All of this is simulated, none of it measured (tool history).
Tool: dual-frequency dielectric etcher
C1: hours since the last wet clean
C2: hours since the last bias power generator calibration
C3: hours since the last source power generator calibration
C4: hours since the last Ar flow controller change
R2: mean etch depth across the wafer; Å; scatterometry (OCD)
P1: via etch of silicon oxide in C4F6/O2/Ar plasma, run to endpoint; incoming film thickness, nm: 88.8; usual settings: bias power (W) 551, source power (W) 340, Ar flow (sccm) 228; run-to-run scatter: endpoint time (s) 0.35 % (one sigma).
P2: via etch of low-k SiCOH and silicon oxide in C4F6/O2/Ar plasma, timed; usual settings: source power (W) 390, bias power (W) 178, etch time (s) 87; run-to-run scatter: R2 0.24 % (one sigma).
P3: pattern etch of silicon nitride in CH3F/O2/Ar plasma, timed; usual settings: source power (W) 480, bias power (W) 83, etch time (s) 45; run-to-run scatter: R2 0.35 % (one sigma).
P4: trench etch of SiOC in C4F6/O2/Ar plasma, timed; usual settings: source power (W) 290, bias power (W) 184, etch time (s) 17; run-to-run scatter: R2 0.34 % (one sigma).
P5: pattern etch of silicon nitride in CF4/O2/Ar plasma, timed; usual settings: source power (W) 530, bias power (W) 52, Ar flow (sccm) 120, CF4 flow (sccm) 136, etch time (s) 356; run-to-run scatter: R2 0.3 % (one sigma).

{"run": 1, "hour": 13.3, "process that ran": "P1", "bias power (W)": 551, "source power (W)": 340, "Ar flow (sccm)": 228, "C1": 142.7, "C2": 2011.4, "C3": 557.3, "C4": 3133.4, "endpoint time (s)": 19.948}
{"run": 2, "hour": 25.2, "process that ran": "P5", "bias power (W)": 52, "source power (W)": 530, "Ar flow (sccm)": 120, "CF4 flow (sccm)": 105, "etch time (s)": 356, "C1": 154.6, "C2": 2023.3, "C3": 569.2, "C4": 3145.3, "R2": 7251.7}
{"run": 3, "hour": 35.7, "process that ran": "P2", "bias power (W)": 178, "source power (W)": 550, "etch time (s)": 87, "C1": 165.1, "C2": 2033.8, "C3": 579.7, "C4": 3155.8, "R2": 2733.2}
{"run": 4, "hour": 49.0, "process that ran": "P5", "bias power (W)": 52, "source power (W)": 530, "Ar flow (sccm)": 120, "CF4 flow (sccm)": 136, "etch time (s)": 356, "C1": 178.4, "C2": 2047.1, "C3": 593, "C4": 3169.1, "R2": 7476.1}
{"run": 5, "hour": 63.8, "process that ran": "P1", "bias power (W)": 551, "source power (W)": 340, "Ar flow (sccm)": 228, "C1": 193.2, "C2": 2061.9, "C3": 607.8, "C4": 3183.9, "endpoint time (s)": 20.029}
{"run": 6, "hour": 73.1, "process that ran": "P1", "bias power (W)": 343, "source power (W)": 410, "Ar flow (sccm)": 228, "C1": 202.5, "C2": 2071.2, "C3": 617.1, "C4": 3193.2, "endpoint time (s)": 22.091}
{"run": 7, "hour": 88.7, "process that ran": "P5", "bias power (W)": 52, "source power (W)": 530, "Ar flow (sccm)": 166, "CF4 flow (sccm)": 136, "etch time (s)": 356, "C1": 218.1, "C2": 2086.8, "C3": 632.7, "C4": 3208.8, "R2": 7150.1}
{"run": 8, "hour": 98.9, "process that ran": "P2", "bias power (W)": 178, "source power (W)": 390, "etch time (s)": 87, "C1": 228.3, "C2": 2097, "C3": 642.9, "C4": 3219, "R2": 2388.5}
{"run": 9, "hour": 113.0, "process that ran": "P2", "bias power (W)": 178, "source power (W)": 390, "etch time (s)": 111, "C1": 242.4, "C2": 2111.1, "C3": 657, "C4": 3233.1, "R2": 3059.6}
{"run": 10, "hour": 127.5, "process that ran": "P1", "bias power (W)": 551, "source power (W)": 340, "Ar flow (sccm)": 228, "C1": 256.9, "C2": 2125.6, "C3": 671.5, "C4": 3247.6, "endpoint time (s)": 19.96}
{"run": 11, "hour": 142.3, "process that ran": "P3", "bias power (W)": 83, "source power (W)": 480, "etch time (s)": 45, "C1": 271.7, "C2": 2140.4, "C3": 686.3, "C4": 3262.4, "R2": 357.95}
{"run": 12, "hour": 149.5, "process that ran": "P1", "bias power (W)": 753, "source power (W)": 340, "Ar flow (sccm)": 228, "C1": 278.9, "C2": 2147.6, "C3": 693.5, "C4": 3269.6, "endpoint time (s)": 17.816}
{"run": 13, "hour": 161.2, "process that ran": "P1", "bias power (W)": 551, "source power (W)": 340, "Ar flow (sccm)": 228, "C1": 290.6, "C2": 2159.3, "C3": 705.2, "C4": 3281.3, "endpoint time (s)": 19.988}
{"run": 14, "hour": 171.4, "process that ran": "P1", "bias power (W)": 551, "source power (W)": 340, "Ar flow (sccm)": 228, "C1": 300.8, "C2": 2169.5, "C3": 715.4, "C4": 3291.5, "endpoint time (s)": 20.066}
{"run": 15, "hour": 179.3, "process that ran": "P4", "bias power (W)": 184, "source power (W)": 350, "etch time (s)": 17, "C1": 308.7, "C2": 2177.4, "C3": 723.3, "C4": 3299.4, "R2": 332.16}
{"hour": 187.0, "done": "wet clean of the chamber"}
{"run": 16, "hour": 189.0, "process that ran": "P4", "bias power (W)": 146, "source power (W)": 290, "etch time (s)": 17, "C1": 2, "C2": 2187.1, "C3": 733, "C4": 3309.1, "R2": 287.84}
{"hour": 193.5, "done": "bias power generator calibrated"}
{"run": 17, "hour": 196.1, "process that ran": "P5", "bias power (W)": 52, "source power (W)": 370, "Ar flow (sccm)": 120, "CF4 flow (sccm)": 136, "etch time (s)": 356, "C1": 9.1, "C2": 2.6, "C3": 740.1, "C4": 3316.2, "R2": 5483.7}
{"run": 18, "hour": 212.1, "process that ran": "P1", "bias power (W)": 401, "source power (W)": 340, "Ar flow (sccm)": 228, "C1": 25.1, "C2": 18.6, "C3": 756.1, "C4": 3332.2, "endpoint time (s)": 22.455}
{"run": 19, "hour": 222.5, "process that ran": "P2", "bias power (W)": 250, "source power (W)": 390, "etch time (s)": 87, "C1": 35.5, "C2": 29, "C3": 766.5, "C4": 3342.6, "R2": 2666.8}
{"run": 20, "hour": 232.6, "process that ran": "P2", "bias power (W)": 178, "source power (W)": 390, "etch time (s)": 87, "C1": 45.6, "C2": 39.1, "C3": 776.6, "C4": 3352.7, "R2": 2381.8}
{"run": 21, "hour": 247.4, "process that ran": "P1", "bias power (W)": 551, "source power (W)": 210, "Ar flow (sccm)": 228, "C1": 60.4, "C2": 53.9, "C3": 791.4, "C4": 3367.5, "endpoint time (s)": 23.778}
{"run": 22, "hour": 261.3, "process that ran": "P4", "bias power (W)": 184, "source power (W)": 290, "etch time (s)": 17, "C1": 74.3, "C2": 67.8, "C3": 805.3, "C4": 3381.4, "R2": 309.41}
{"run": 23, "hour": 270.1, "process that ran": "P3", "bias power (W)": 51, "source power (W)": 480, "etch time (s)": 45, "C1": 83.1, "C2": 76.6, "C3": 814.1, "C4": 3390.2, "R2": 305.12}
{"run": 24, "hour": 278.5, "process that ran": "P1", "bias power (W)": 551, "source power (W)": 340, "Ar flow (sccm)": 137, "C1": 91.5, "C2": 85, "C3": 822.5, "C4": 3398.6, "endpoint time (s)": 18.935}
{"run": 25, "hour": 291.8, "process that ran": "P1", "bias power (W)": 740, "source power (W)": 400, "Ar flow (sccm)": 228, "C1": 104.8, "C2": 98.3, "C3": 835.8, "C4": 3411.9, "endpoint time (s)": 16.771}
{"run": 26, "hour": 306.8, "process that ran": "P5", "bias power (W)": 52, "source power (W)": 530, "Ar flow (sccm)": 120, "CF4 flow (sccm)": 136, "etch time (s)": 259, "C1": 119.8, "C2": 113.3, "C3": 850.8, "C4": 3426.9, "R2": 5401.4}
{"run": 27, "hour": 313.9, "process that ran": "P3", "bias power (W)": 83, "source power (W)": 480, "etch time (s)": 27, "C1": 126.9, "C2": 120.4, "C3": 857.9, "C4": 3434, "R2": 214.93}
{"run": 28, "hour": 329.3, "process that ran": "P1", "bias power (W)": 551, "source power (W)": 440, "Ar flow (sccm)": 228, "C1": 142.3, "C2": 135.8, "C3": 873.3, "C4": 3449.4, "endpoint time (s)": 18.177}
{"run": 29, "hour": 336.4, "process that ran": "P5", "bias power (W)": 36, "source power (W)": 530, "Ar flow (sccm)": 120, "CF4 flow (sccm)": 136, "etch time (s)": 356, "C1": 149.4, "C2": 142.9, "C3": 880.4, "C4": 3456.5, "R2": 6570.4}
{"run": 30, "hour": 347.7, "process that ran": "P4", "bias power (W)": 184, "source power (W)": 290, "etch time (s)": 12, "C1": 160.7, "C2": 154.2, "C3": 891.7, "C4": 3467.8, "R2": 218.63}
{"run": 31, "hour": 354.8, "process that ran": "P1", "bias power (W)": 551, "source power (W)": 340, "Ar flow (sccm)": 313, "C1": 167.8, "C2": 161.3, "C3": 898.8, "C4": 3474.9, "endpoint time (s)": 20.597}
{"run": 32, "hour": 366.3, "process that ran": "P3", "bias power (W)": 83, "source power (W)": 360, "etch time (s)": 45, "C1": 179.3, "C2": 172.8, "C3": 910.3, "C4": 3486.4, "R2": 323.18}
{"run": 33, "hour": 377.9, "process that ran": "P1", "bias power (W)": 551, "source power (W)": 340, "Ar flow (sccm)": 228, "C1": 190.9, "C2": 184.4, "C3": 921.9, "C4": 3498, "endpoint time (s)": 20.066}
{"run": 34, "hour": 393.5, "process that ran": "P1", "bias power (W)": 551, "source power (W)": 340, "Ar flow (sccm)": 228, "C1": 206.5, "C2": 200, "C3": 937.5, "C4": 3513.6, "endpoint time (s)": 19.695}
{"run": 35, "hour": 401.0, "process that ran": "P1", "bias power (W)": 551, "source power (W)": 340, "Ar flow (sccm)": 228, "C1": 214, "C2": 207.5, "C3": 945, "C4": 3521.1, "endpoint time (s)": 19.749}
{"hour": 404.9, "done": "Ar flow controller replaced"}
{"run": 36, "hour": 411.6, "process that ran": "P1", "bias power (W)": 551, "source power (W)": 340, "Ar flow (sccm)": 228, "C1": 224.6, "C2": 218.1, "C3": 955.6, "C4": 6.8, "endpoint time (s)": 19.727}
{"run": 37, "hour": 419.7, "process that ran": "P1", "bias power (W)": 551, "source power (W)": 340, "Ar flow (sccm)": 228, "C1": 232.7, "C2": 226.2, "C3": 963.7, "C4": 14.9, "endpoint time (s)": 19.741}
{"hour": 425.9, "done": "wet clean of the chamber"}
{"run": 38, "hour": 432.6, "process that ran": "P1", "bias power (W)": 551, "source power (W)": 340, "Ar flow (sccm)": 228, "C1": 6.8, "C2": 239.1, "C3": 976.6, "C4": 27.8, "endpoint time (s)": 19.747}
{"run": 39, "hour": 442.3, "process that ran": "P1", "bias power (W)": 551, "source power (W)": 340, "Ar flow (sccm)": 228, "C1": 16.5, "C2": 248.8, "C3": 986.3, "C4": 37.5, "endpoint time (s)": 19.507}

What P1 gives has crept away from where it was. These 2 causes fit the log equally well, each at the size given:
A: source power that arrives over what is set, % = 4.84
B: bias power that arrives over what is set, % = 4.63
The creep began at about hour 377.9.
Why every other cause is out:
chamber walls in a state that raises the etch rate, %: serviced at hour 425.9, which brought nothing back
Ar flow that arrives under what is set, %: serviced at hour 404.9, which brought nothing back

4 check runs are offered, one wafer each, their results left as question marks. Which one tells the causes apart?
{"run": "check 1", "hour": 452.0, "process that ran": "P3", "bias power (W)": 63, "source power (W)": 480, "etch time (s)": 45, "R2": "?"}
{"run": "check 2", "hour": 452.0, "process that ran": "P4", "bias power (W)": 184, "source power (W)": 290, "etch time (s)": 14, "R2": "?"}
{"run": "check 3", "hour": 452.0, "process that ran": "P5", "bias power (W)": 52, "source power (W)": 530, "Ar flow (sccm)": 120, "CF4 flow (sccm)": 116, "etch time (s)": 356, "R2": "?"}
{"run": "check 4", "hour": 452.0, "process that ran": "P2", "bias power (W)": 178, "source power (W)": 470, "etch time (s)": 108.5, "R2": "?"}

What each check would give under each cause:
check=check_1 result=R2 if_A=333.16 if_B=332.06
check=check_2 result=R2 if_A=260.23 if_B=259.33
check=check_3 result=R2 if_A=7635.5 if_B=7454.4
check=check_4 result=R2 if_A=3262.9 if_B=3248.7
How far apart the two closest causes lie, in the result that separates them most: check 1 0.33 %; check 2 0.35 %; check 3 2.4 %; check 4 0.43 %
Only check 3 tells the causes apart: in the others they would give nearly the same result.

Check 3 was then run and gave: R2 7457.1 Å. Which cause is it?

It is B: bias power that arrives over what is set, %.

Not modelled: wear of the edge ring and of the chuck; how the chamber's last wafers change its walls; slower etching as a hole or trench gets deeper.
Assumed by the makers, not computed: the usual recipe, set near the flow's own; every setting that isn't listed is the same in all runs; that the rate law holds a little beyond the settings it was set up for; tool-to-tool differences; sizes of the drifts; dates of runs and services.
